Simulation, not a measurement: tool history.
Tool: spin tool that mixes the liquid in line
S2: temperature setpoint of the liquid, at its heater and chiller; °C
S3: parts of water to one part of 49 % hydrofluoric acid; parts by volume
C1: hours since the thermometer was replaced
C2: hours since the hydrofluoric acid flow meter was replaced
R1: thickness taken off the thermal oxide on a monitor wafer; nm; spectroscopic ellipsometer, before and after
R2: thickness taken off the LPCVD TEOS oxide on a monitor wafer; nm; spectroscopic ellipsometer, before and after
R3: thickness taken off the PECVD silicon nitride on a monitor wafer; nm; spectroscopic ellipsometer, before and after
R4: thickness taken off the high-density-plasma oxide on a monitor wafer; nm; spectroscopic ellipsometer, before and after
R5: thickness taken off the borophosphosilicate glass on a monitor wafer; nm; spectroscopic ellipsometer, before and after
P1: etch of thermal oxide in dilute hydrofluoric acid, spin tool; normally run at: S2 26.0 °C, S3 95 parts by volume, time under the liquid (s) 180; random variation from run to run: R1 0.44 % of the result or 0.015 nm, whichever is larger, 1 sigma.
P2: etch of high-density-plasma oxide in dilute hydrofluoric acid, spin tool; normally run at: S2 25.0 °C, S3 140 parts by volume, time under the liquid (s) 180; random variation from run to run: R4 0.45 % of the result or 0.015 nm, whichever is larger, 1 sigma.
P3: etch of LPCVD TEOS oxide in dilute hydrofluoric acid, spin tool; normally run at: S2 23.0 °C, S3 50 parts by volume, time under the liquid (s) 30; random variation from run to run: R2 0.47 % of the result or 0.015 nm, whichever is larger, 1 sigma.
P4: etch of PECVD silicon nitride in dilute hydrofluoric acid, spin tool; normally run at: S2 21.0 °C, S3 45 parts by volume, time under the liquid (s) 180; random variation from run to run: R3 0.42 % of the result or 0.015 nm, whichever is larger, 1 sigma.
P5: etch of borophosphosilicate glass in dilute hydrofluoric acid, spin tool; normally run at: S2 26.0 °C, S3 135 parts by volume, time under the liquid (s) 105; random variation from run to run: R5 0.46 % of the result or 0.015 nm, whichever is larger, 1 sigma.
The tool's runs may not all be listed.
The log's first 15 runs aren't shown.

{"run": 16, "day": 5.054, "process that ran": "P1", "S2": 26.0, "S3": 95, "time under the liquid (s)": 180, "C1": 15.0, "C2": 645.6, "R1": 10.05}
{"run": 17, "day": 5.371, "process that ran": "P5", "S2": 18.5, "S3": 135, "time under the liquid (s)": 105, "C1": 22.6, "C2": 653.2, "R5": 23.944}
{"run": 18, "day": 5.788, "process that ran": "P4", "S2": 21.0, "S3": 45, "time under the liquid (s)": 265, "C1": 32.6, "C2": 663.2, "R3": 11.449}
{"run": 19, "day": 6.221, "process that ran": "P3", "S2": 23.0, "S3": 50, "time under the liquid (s)": 30, "C1": 43.0, "C2": 673.6, "R2": 33.875}
{"run": 20, "day": 6.462, "process that ran": "P2", "S2": 30.0, "S3": 140, "time under the liquid (s)": 180, "C1": 48.8, "C2": 679.4, "R4": 9.4506}
{"run": 21, "day": 6.858, "process that ran": "P1", "S2": 19.0, "S3": 95, "time under the liquid (s)": 180, "C1": 58.3, "C2": 688.9, "R1": 7.5008}
{"run": 22, "day": 7.075, "process that ran": "P1", "S2": 26.0, "S3": 95, "time under the liquid (s)": 180, "C1": 63.5, "C2": 694.1, "R1": 9.9679}
{"run": 23, "day": 7.342, "process that ran": "P5", "S2": 26.0, "S3": 40, "time under the liquid (s)": 105, "C1": 69.9, "C2": 700.5, "R5": 123.12}
{"run": 24, "day": 7.792, "process that ran": "P1", "S2": 26.0, "S3": 155, "time under the liquid (s)": 180, "C1": 80.7, "C2": 711.3, "R1": 5.6424}
{"run": 25, "day": 8.208, "process that ran": "P1", "S2": 31.0, "S3": 95, "time under the liquid (s)": 180, "C1": 90.7, "C2": 721.3, "R1": 12.084}
{"run": 26, "day": 8.621, "process that ran": "P1", "S2": 26.0, "S3": 95, "time under the liquid (s)": 180, "C1": 100.6, "C2": 731.2, "R1": 9.9864}
{"run": 27, "day": 8.996, "process that ran": "P5", "S2": 26.0, "S3": 135, "time under the liquid (s)": 215, "C1": 109.6, "C2": 740.2, "R5": 65.722}

Forecast run 28:
{"run": 28, "day": 9.358, "process that ran": "P1", "S2": 26.0, "S3": 95, "time under the liquid (s)": 315, "C1": 118.3, "C2": 748.9, "R1": "?"}

Run 28 gave R1 17.4860 nm.

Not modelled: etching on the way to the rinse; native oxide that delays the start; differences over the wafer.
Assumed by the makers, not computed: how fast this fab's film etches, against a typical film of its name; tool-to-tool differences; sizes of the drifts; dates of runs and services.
